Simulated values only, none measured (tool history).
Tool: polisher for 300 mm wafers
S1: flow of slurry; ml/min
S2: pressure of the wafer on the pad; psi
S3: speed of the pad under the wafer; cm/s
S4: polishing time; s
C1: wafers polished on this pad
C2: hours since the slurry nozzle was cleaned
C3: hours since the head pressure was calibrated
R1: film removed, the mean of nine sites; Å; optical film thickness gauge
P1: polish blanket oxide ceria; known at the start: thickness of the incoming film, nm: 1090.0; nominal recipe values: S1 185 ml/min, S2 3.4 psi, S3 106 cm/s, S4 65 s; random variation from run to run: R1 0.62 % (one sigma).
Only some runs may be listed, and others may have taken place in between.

run   hour   S1   S2   S3   S4    C1     C2     C3      R1
  1    6.3  185  3.4  106   65   414    689  240.2  3085.2
  2   10.1  185  1.8  106   65   451  692.8    244  1638.2
  3   13.2  185  3.4  106   38   482  695.9  247.1  1786.8
  4   19.9  185  3.4  106   65   548  702.6  253.8  3116.2
  5   25.6  230  3.4  106   96   604  708.3  259.5  4711.4
  6   29.9  185  3.4  106   65   646  712.6  263.8  3085.6
  7   36.5  185  3.4  156   65   711  719.2  270.4  4563.5
  8   40.2  185  3.4  106  101   748  722.9  274.1  4818.4
  9   43.7  185  3.4   68   65   782  726.4  277.6  1988.7
 10   47.4  185  3.4  106   65   819  730.1  281.3  3083.9
 11   54.4  185  4.5  106   98   888  737.1  288.3  6197.1
 12   58.7  125  3.4   62   65   930  741.4  292.6  1682.7
 13   62.5  110  3.4  106   65   968  745.2  296.4  2823.3
 14   66.5  185  5.4  106   65  1007  749.2  300.4  4925.7
 15   70.9  185  3.4  106   65  1051  753.6  304.8  3090.5
 16     76  185  3.4  106   65  1101  758.7  309.9  3103.1
 17   79.7  260  3.4  106   65  1137  762.4  313.6  3242.1
 18   84.4  185  3.4  106   65  1184  767.1  318.3  3073.7
 19   89.5  185  3.4  106   65  1234  772.2  323.4  3013.6
 20     96  185  3.4  106   65  1298  778.7  329.9  2967.3
 21  101.3  185  3.4  106   65  1350    784  335.2  2909.2
 22  107.2  185  3.4  106   65  1409  789.9  341.1  2936.4
 23  114.1  185  3.4  106   65  1477  796.8    348  2905.6
 24  119.8  185  3.4  106   65  1533  802.5  353.7  2879.7
       121  -- worn pad replaced by a new one
 25  123.6  185  3.4  106   65    25  806.3  357.5  2857.6
 26  127.2  185  3.4  106   65    61  809.9  361.1  2876.9
 27  133.4  185  3.4  106   65   122  816.1  367.3  2882.4
 28  136.8  185  3.4  106   65   155  819.5  370.7  2860.5

The log shows P1 creeping away from where it was. Any of the 2 causes listed here, at the size stated for it, fits the log just as well as the others:
A: slurry flow missing at the pad, % = 34.7
B: head's pressure below its setpoint, % = 7.14
Creep in the process output first set in at about hour 84.4.
Each remaining cause and why it is not a fit:
removal rate lost through wear of the pad, %: maintenance at hour 121, after the shift began, did not return the process to its former output

Below are 4 check runs, each on a single wafer, with their results shown as question marks. Which of them would tell the listed causes apart, meaning the causes would give clearly different results under it?
check 1  140.2  185  3.4  138  65               ?
check 2  140.2  185    5  106  96               ?
check 3  140.2  185    2  106  65               ?
check 4  140.2  110  3.4  106  88               ?

What each check would give under each cause:
  check  result    if A    if B
check 1      R1  3737.6    3737
check 2      R1  6235.5  6234.5
check 3      R1  1688.8  1688.5
check 4      R1  3384.8  3536.1
Per check, the gap between the least separated pair of causes, taken in the result that splits them most: check 1 0.02 %; check 2 0.02 %; check 3 0.02 %; check 4 4.37 %
Only in check 4 would the causes give clearly different results; in the remaining checks their results would be nearly the same.

Then check 4 was run and gave: R1 3524 Å. Which cause is it?

It is B: head's pressure below its setpoint, %.
